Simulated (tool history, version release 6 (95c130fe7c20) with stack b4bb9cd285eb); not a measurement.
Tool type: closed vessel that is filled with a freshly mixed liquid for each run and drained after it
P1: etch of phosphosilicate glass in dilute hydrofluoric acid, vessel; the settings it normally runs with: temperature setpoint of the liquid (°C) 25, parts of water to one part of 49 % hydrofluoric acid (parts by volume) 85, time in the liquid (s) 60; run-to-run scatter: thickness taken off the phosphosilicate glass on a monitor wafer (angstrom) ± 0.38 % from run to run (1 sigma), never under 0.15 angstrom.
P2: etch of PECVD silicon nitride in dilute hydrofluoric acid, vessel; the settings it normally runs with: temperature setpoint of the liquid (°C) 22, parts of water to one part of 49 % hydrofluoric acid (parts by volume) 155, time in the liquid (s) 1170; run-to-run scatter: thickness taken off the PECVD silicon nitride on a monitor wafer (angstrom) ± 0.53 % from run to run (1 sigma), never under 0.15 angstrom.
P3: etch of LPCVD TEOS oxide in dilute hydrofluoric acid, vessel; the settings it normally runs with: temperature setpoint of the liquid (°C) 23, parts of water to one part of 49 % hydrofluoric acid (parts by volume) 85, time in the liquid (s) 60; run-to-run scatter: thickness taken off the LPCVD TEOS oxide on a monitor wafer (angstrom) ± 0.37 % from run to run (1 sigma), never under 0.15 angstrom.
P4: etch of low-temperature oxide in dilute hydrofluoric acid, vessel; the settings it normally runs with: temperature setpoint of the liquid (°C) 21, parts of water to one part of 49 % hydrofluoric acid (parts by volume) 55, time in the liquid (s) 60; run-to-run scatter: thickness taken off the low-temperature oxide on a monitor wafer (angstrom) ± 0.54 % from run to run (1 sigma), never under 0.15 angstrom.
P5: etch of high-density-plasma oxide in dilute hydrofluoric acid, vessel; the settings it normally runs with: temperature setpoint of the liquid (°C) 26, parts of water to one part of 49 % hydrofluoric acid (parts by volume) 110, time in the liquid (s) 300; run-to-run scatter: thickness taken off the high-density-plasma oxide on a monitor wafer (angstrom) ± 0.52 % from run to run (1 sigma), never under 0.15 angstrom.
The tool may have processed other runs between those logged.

run,hour,process that ran,temperature setpoint of the liquid (°C),parts of water to one part of 49 % hydrofluoric acid (parts by volume),time in the liquid (s),hours since the thermometer was replaced,hours since the hydrofluoric acid flow meter was replaced,thickness taken off the phosphosilicate glass on a monitor wafer (angstrom),thickness taken off the high-density-plasma oxide on a monitor wafer (angstrom),thickness taken off the LPCVD TEOS oxide on a monitor wafer (angstrom),thickness taken off the low-temperature oxide on a monitor wafer (angstrom),thickness taken off the PECVD silicon nitride on a monitor wafer (angstrom)
1,6.7,P1,25,85,60,1678.4,959,582.53,,,,
2,10.2,P5,26,110,300,1681.9,962.5,,225.8,,,
3,13.4,P3,23,130,60,1685.1,965.7,,,152.8,,
4,18.4,P4,21,20,60,1690.1,970.7,,,,552.3,
5,24.2,P1,25,30,60,1695.9,976.5,1776.2,,,,
6,28,P1,25,85,60,1699.7,980.3,579.86,,,,
7,34.8,P3,23,85,60,1706.5,987.1,,,246.83,,
8,38.1,P5,30.5,110,300,1709.8,990.4,,267.58,,,
9,43.4,P5,26,170,300,1715.1,995.7,,135.7,,,
10,50,P4,21,55,60,1721.7,1002.3,,,,192.47,
11,56,P1,25,85,90,1727.7,1008.3,872.06,,,,
12,59.9,P3,27.5,85,60,1731.6,1012.2,,,293.95,,
13,63.1,P3,23,85,90,1734.8,1015.4,,,370.94,,
14,69.4,P1,25,115,60,1741.1,1021.7,415.59,,,,
15,73,P1,25,85,60,1744.7,1025.3,578.41,,,,
16,76.7,P2,17,155,1170,1748.4,1029,,,,,83.373
17,82.6,P4,17,55,60,1754.3,1034.9,,,,162.41,
18,88,P2,22,155,665,1759.7,1040.3,,,,,65.719
19,93.2,P1,25,85,30,1764.9,1045.5,289.68,,,,
20,97.5,P2,22,155,1170,1769.2,1049.8,,,,,116.84
21,102.6,P2,22,35,1170,1774.3,1054.9,,,,,496.67
22,108.8,P4,21,55,30,1780.5,1061.1,,,,96.747,
23,113.5,P1,25,85,60,1785.2,1065.8,577.86,,,,
24,117.7,P4,21,55,60,1789.4,1070,,,,193.1,
25,122.1,P1,19.5,85,60,1793.8,1074.4,461.55,,,,
26,128.8,P1,25,85,60,1800.5,1081.1,583.82,,,,
27,135.3,P1,25,150,35,1807,1087.6,177.66,,,,
28,139.3,P1,32.5,85,60,1811,1091.6,773.13,,,,
29,145.2,P5,26,110,145,1816.9,1097.5,,109.34,,,
30,150.8,P1,25,85,60,1822.5,1103.1,580.27,,,,
31,156.9,P1,25,85,60,1828.6,1109.2,602,,,,

What will run 32 give?
32,163.4,P1,25,85,60,1835.1,1115.7,?,,,,

{"run 32": {"thickness taken off the phosphosilicate glass on a monitor wafer (angstrom)": 615.11}}
